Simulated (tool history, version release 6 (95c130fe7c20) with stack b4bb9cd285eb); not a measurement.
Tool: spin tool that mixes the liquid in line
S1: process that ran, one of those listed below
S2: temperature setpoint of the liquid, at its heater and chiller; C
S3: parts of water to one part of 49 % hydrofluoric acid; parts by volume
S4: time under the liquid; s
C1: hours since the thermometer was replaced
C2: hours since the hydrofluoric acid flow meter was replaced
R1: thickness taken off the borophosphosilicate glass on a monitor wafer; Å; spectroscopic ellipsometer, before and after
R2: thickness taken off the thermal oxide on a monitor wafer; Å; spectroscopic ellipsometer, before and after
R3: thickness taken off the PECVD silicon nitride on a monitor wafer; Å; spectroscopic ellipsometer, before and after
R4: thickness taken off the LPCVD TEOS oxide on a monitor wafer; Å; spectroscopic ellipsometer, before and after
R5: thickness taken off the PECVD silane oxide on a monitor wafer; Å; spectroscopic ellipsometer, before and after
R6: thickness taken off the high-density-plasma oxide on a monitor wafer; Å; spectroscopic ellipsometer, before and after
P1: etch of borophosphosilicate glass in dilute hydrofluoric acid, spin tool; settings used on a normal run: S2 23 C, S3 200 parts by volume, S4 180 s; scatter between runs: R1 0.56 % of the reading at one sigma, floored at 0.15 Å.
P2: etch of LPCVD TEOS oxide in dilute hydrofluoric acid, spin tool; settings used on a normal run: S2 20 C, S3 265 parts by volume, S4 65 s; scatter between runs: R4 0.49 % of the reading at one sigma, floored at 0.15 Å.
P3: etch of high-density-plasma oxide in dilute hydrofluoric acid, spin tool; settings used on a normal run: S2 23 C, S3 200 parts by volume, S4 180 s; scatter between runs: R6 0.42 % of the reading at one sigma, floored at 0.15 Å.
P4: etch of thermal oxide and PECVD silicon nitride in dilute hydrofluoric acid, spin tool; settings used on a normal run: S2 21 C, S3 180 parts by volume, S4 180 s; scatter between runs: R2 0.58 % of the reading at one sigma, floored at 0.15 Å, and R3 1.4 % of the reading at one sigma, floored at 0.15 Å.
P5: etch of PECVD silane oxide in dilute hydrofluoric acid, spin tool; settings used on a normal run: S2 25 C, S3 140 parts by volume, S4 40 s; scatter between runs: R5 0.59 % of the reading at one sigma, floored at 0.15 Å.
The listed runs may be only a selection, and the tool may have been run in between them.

run 1 hour=10.9 | S1=P1 S2=23 S3=200 S4=180 | C1=154.4 C2=329.5 | R1=382.3
run 2 hour=16.8 | S1=P4 S2=17 S3=180 S4=180 | C1=160.3 C2=335.4 | R2=30.96 R3=13.78
run 3 hour=25.8 | S1=P1 S2=30.5 S3=200 S4=180 | C1=169.3 C2=344.4 | R1=502.1
run 4 hour=37.5 | S1=P2 S2=20 S3=265 S4=130 | C1=181 C2=356.1 | R4=122.99
run 5 hour=45.2 | S1=P5 S2=25 S3=225 S4=40 | C1=188.7 C2=363.8 | R5=24.126
run 6 hour=53 | S1=P3 S2=23 S3=200 S4=180 | C1=196.5 C2=371.6 | R6=66.576
run 7 hour=58.5 | S1=P1 S2=23 S3=200 S4=305 | C1=202 C2=377.1 | R1=654.62
run 8 hour=64.3 | S1=P4 S2=21 S3=180 S4=180 | C1=207.8 C2=382.9 | R2=36.19 R3=17.551
run 9 hour=72.6 | S1=P1 S2=23 S3=310 S4=255 | C1=216.1 C2=391.2 | R1=316.49
run 10 hour=78.2 | S1=P5 S2=25 S3=140 S4=40 | C1=221.7 C2=396.8 | R5=42.498
run 11 hour=87.1 | S1=P1 S2=23 S3=200 S4=180 | C1=230.6 C2=405.7 | R1=388.41
run 12 hour=95 | S1=P2 S2=26.5 S3=265 S4=65 | C1=238.5 C2=413.6 | R4=76.702
run 13 hour=102.2 | S1=P1 S2=23 S3=200 S4=180 | C1=245.7 C2=420.8 | R1=387.62
run 14 hour=111.2 | S1=P1 S2=23 S3=200 S4=45 | C1=254.7 C2=429.8 | R1=95.707
run 15 hour=119.6 | S1=P4 S2=21 S3=180 S4=315 | C1=263.1 C2=438.2 | R2=62.917 R3=30.812
run 16 hour=127 | S1=P3 S2=23 S3=200 S4=50 | C1=270.5 C2=445.6 | R6=18.167
run 17 hour=138.6 | S1=P3 S2=23 S3=315 S4=180 | C1=282.1 C2=457.2 | R6=37.17
run 18 hour=147.7 | S1=P1 S2=23 S3=200 S4=180 | C1=291.2 C2=466.3 | R1=385.02
run 19 hour=154.4 | S1=P1 S2=23 S3=200 S4=180 | C1=297.9 C2=473 | R1=388.06
run 20 hour=164.7 | S1=P2 S2=20 S3=265 S4=65 | C1=308.2 C2=483.3 | R4=61.729
run 21 hour=171.9 | S1=P5 S2=32 S3=140 S4=40 | C1=315.4 C2=490.5 | R5=55.214
run 22 hour=182.9 | S1=P3 S2=17 S3=200 S4=180 | C1=326.4 C2=501.5 | R6=52.276
run 23 hour=191.9 | S1=P5 S2=25 S3=140 S4=75 | C1=335.4 C2=510.5 | R5=78.464
run 24 hour=197.5 | S1=P1 S2=17 S3=200 S4=180 | C1=341 C2=516.1 | R1=308.23
run 25 hour=207.9 | S1=P2 S2=20 S3=65 S4=65 | C1=351.4 C2=526.5 | R4=312
run 26 hour=214.4 | S1=P1 S2=23 S3=340 S4=180 | C1=357.9 C2=533 | R1=195.55
run 27 hour=225.8 | S1=P1 S2=23 S3=85 S4=180 | C1=369.3 C2=544.4 | R1=1032.1
run 28 hour=236.5 | S1=P4 S2=21 S3=40 S4=180 | C1=380 C2=555.1 | R2=192.45 R3=75.649
run 29 hour=244.4 | S1=P1 S2=23 S3=200 S4=180 | C1=387.9 C2=563 | R1=386.27
run 30 hour=249.5 | S1=P1 S2=23 S3=200 S4=180 | C1=393 C2=568.1 | R1=388.32
run 31 hour=259.9 | S1=P1 S2=23 S3=200 S4=180 | C1=403.4 C2=578.5 | R1=401.18
run 32 hour=268 | S1=P1 S2=23 S3=200 S4=180 | C1=411.5 C2=586.6 | R1=402.61
run 33 hour=277.7 | S1=P1 S2=23 S3=200 S4=180 | C1=421.2 C2=596.3 | R1=411.37
run 34 hour=285.5 | S1=P1 S2=23 S3=200 S4=180 | C1=429 C2=604.1 | R1=407.39
run 35 hour=294.7 | S1=P1 S2=23 S3=200 S4=180 | C1=438.2 C2=613.3 | R1=412.11
run 36 hour=306.2 | S1=P1 S2=23 S3=200 S4=180 | C1=449.7 C2=624.8 | R1=412.61
run 37 hour=313 | S1=P1 S2=23 S3=200 S4=180 | C1=456.5 C2=631.6 | R1=413.24
run 38 hour=319.3 | S1=P1 S2=23 S3=200 S4=180 | C1=462.8 C2=637.9 | R1=418.63
run 39 hour=330.3 | S1=P1 S2=23 S3=200 S4=180 | C1=473.8 C2=648.9 | R1=413.7
run 40 hour=336.9 | S1=P1 S2=23 S3=200 S4=180 | C1=480.4 C2=655.5 | R1=413.33

P1 no longer gives what it gave before; its output has crept away from where it was. The following 2 causes, each at its listed size, fit the log equally well:
A: liquid hotter than its thermometer reads (K) = 1.98
B: hydrofluoric acid flow above the setpoint (%) = 6.24
Onset of the creep was near hour 244.4.

Which of the 4 check runs listed below, each an average over 2 wafers with its results shown as question marks, gives clearly different results under the different listed causes?
run check 1 hour=343.5 | S1=P4 S2=17 S3=55 S4=180 | R2=? R3=?
run check 2 hour=343.5 | S1=P2 S2=20 S3=165 S4=125 | R4=?
run check 3 hour=343.5 | S1=P5 S2=25 S3=200 S4=40 | R5=?
run check 4 hour=343.5 | S1=P3 S2=23 S3=200 S4=90 | R6=?

How each check would come out, cause by cause:
check=check_1 result=R2 if_A=125.08 if_B=122.47
check=check_1 result=R3 if_A=48.922 if_B=45.127
check=check_2 result=R4 if_A=226.9 if_B=225.36
check=check_3 result=R5 if_A=29.742 if_B=29.8
check=check_4 result=R6 if_A=35.738 if_B=35.73
Per-check spread between the two closest causes, in the result where they differ most: check 1 8.07 %; check 2 0.68 %; check 3 0.2 %; check 4 0.02 %
The other checks would show nearly matching results whichever cause is true, so check 1 is the only one that separates the causes.

The results of check 1 are: R2 125.11 Å; R3 48.638 Å. Based on these, which of the listed causes is it?

The correct cause is A, namely: liquid hotter than its thermometer reads (K).

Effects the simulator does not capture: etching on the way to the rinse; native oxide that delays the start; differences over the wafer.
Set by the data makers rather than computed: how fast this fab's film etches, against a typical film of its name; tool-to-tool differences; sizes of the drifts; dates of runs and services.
